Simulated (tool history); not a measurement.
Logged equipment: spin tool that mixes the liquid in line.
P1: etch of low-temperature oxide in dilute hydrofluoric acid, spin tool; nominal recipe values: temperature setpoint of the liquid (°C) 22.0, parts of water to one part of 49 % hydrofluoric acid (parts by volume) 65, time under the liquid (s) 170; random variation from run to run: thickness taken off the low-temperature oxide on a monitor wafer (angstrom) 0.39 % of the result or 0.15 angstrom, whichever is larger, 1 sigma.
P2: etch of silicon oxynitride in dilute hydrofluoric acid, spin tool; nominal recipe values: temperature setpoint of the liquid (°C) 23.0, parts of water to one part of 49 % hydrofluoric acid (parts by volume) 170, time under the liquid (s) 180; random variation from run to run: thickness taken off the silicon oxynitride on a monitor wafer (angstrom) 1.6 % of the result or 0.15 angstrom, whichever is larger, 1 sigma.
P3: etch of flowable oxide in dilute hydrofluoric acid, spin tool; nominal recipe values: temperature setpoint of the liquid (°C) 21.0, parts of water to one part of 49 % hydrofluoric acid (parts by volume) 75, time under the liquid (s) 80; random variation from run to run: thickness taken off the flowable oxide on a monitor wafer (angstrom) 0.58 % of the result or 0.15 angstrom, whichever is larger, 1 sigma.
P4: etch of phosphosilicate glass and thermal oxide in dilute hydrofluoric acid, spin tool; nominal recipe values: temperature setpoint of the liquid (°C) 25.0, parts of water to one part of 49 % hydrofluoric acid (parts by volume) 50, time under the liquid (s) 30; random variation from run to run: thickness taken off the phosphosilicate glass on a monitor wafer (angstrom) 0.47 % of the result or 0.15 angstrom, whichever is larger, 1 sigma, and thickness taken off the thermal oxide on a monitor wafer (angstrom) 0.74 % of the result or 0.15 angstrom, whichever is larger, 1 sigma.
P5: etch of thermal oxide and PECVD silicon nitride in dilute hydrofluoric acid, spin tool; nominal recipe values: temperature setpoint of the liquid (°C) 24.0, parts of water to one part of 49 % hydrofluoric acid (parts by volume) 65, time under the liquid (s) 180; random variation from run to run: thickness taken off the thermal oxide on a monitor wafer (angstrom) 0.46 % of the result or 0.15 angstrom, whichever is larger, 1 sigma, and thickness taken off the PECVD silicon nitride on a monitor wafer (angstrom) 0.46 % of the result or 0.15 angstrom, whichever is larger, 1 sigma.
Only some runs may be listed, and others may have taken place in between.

run	hour	process that ran	temperature setpoint of the liquid (°C)	parts of water to one part of 49 % hydrofluoric acid (parts by volume)	time under the liquid (s)	hours since the thermometer was replaced	hours since the hydrofluoric acid flow meter was replaced	thickness taken off the low-temperature oxide on a monitor wafer (angstrom)	thickness taken off the thermal oxide on a monitor wafer (angstrom)	thickness taken off the PECVD silicon nitride on a monitor wafer (angstrom)	thickness taken off the silicon oxynitride on a monitor wafer (angstrom)	thickness taken off the flowable oxide on a monitor wafer (angstrom)	thickness taken off the phosphosilicate glass on a monitor wafer (angstrom)
1	14.3	P1	22.0	65	170	475.5	330.3	560.560					
2	25.8	P5	18.5	65	180	487.0	341.8		115.790	35.617			
3	41.0	P2	23.0	170	60	502.2	357.0				4.6334		
4	57.2	P3	21.0	75	80	518.4	373.2					271.48	
5	67.7	P1	29.0	30	170	528.9	383.7	1676.600					
6	81.8	P1	22.0	65	170	543.0	397.8	558.200					
7	96.8	P5	24.0	20	180	558.0	412.8		503.240	161.680			
8	104.2	P3	21.0	140	80	565.4	420.2					136.92	
9	119.2	P1	22.0	100	170	580.4	435.2	345.320					
10	136.2	P5	24.0	65	360	597.4	452.2		292.560	102.700			
11	147.2	P4	17.5	50	30	608.4	463.2		22.454				441.98
12	158.9	P1	22.0	65	170	620.1	474.9	556.180					
13	167.1	P1	28.5	65	170	628.3	483.1	719.800					
14	182.3	P2	30.5	170	180	643.5	498.3				19.2990		
15	196.7	P1	22.0	65	170	657.9	512.7	554.030					
16	210.5	P3	27.0	75	80	671.7	526.5					347.95	
17	226.0	P1	22.0	65	20	687.2	542.0	65.622					
18	235.7	P1	22.0	65	170	696.9	551.7	552.650					
19	243.5	P1	17.0	65	170	704.7	559.5	448.850					
20	252.2	P1	22.0	65	170	713.4	568.2	557.500					
21	268.1	P2	23.0	170	180	729.3	584.1				13.9860		
22	275.8	P4	25.0	50	60	737.0	591.8		60.980				1197.90
23	285.8	P3	21.0	75	35	747.0	601.8					119.63	
24	300.4	P4	25.0	50	30	761.6	616.4		30.688				598.38
25	309.3	P1	22.0	40	170	770.5	625.3	931.960					
26	322.7	P1	18.5	95	170	783.9	638.7	319.520					
27	331.6	P4	25.0	20	30	792.8	647.6		80.329				1575.20
28	346.4	P5	24.0	65	180	807.6	662.4		145.660	51.715			
29	362.8	P1	22.0	65	170	824.0	678.8	555.700					
30	370.5	P2	23.0	40	180	831.7	686.5				66.6540		
31	378.6	P1	22.0	65	295	839.8	694.6	968.470					
32	388.5	P1	22.0	65	170	849.7	704.5	555.820					
33	402.1	P1	22.0	65	170	863.3	718.1	576.170					
34	412.9	P1	22.0	65	170	874.1	728.9	580.590					
35	428.5	P1	22.0	65	170	889.7	744.5	595.540					
36	442.5	P1	22.0	65	170	903.7	758.5	593.780					
37	453.2	P1	22.0	65	170	914.4	769.2	595.780					
38	469.9	P1	22.0	65	170	931.1	785.9	600.190					
39	481.5	P1	22.0	65	170	942.7	797.5	597.230					
40	491.8	P1	22.0	65	170	953.0	807.8	595.940					

Compared with where it was, what P1 gives has crept away. Each cause listed below fits the log as well as the rest, at the size given for it:
A: hydrofluoric acid flow above the setpoint (%) = 6.9
B: liquid hotter than its thermometer reads (K) = 1.76
The process output started creeping at around hour 388.5.

Each of the 4 check runs below uses one wafer; its results are left as question marks. Which run tells the causes apart?
check 1	502.1	P3	26.5	130	80							?	
check 2	502.1	P2	23.0	55	180						?		
check 3	502.1	P5	24.0	25	180				?	?			
check 4	502.1	P4	19.0	35	30				?				?

How each check would come out, cause by cause:
check	result	if A	if B
check 1	thickness taken off the flowable oxide on a monitor wafer (angstrom)	197.49	195.28
check 2	thickness taken off the silicon oxynitride on a monitor wafer (angstrom)	50.2550	51.0710
check 3	thickness taken off the thermal oxide on a monitor wafer (angstrom)	428.770	430.810
check 3	thickness taken off the PECVD silicon nitride on a monitor wafer (angstrom)	138.860	146.810
check 4	thickness taken off the thermal oxide on a monitor wafer (angstrom)	37.260	37.493
check 4	thickness taken off the phosphosilicate glass on a monitor wafer (angstrom)	728.86	733.41
Separation of the two closest causes in each check, using whichever result separates them best: check 1 1.12 %; check 2 1.61 %; check 3 5.56 %; check 4 0.62 %
Only check 3 tells the causes apart: in the others they would give nearly the same result.

Check 3 has now been run. It gave: thickness taken off the thermal oxide on a monitor wafer (angstrom) 428.640; thickness taken off the PECVD silicon nitride on a monitor wafer (angstrom) 139.500. Which of the candidate causes is it?

It was cause A: hydrofluoric acid flow above the setpoint (%).
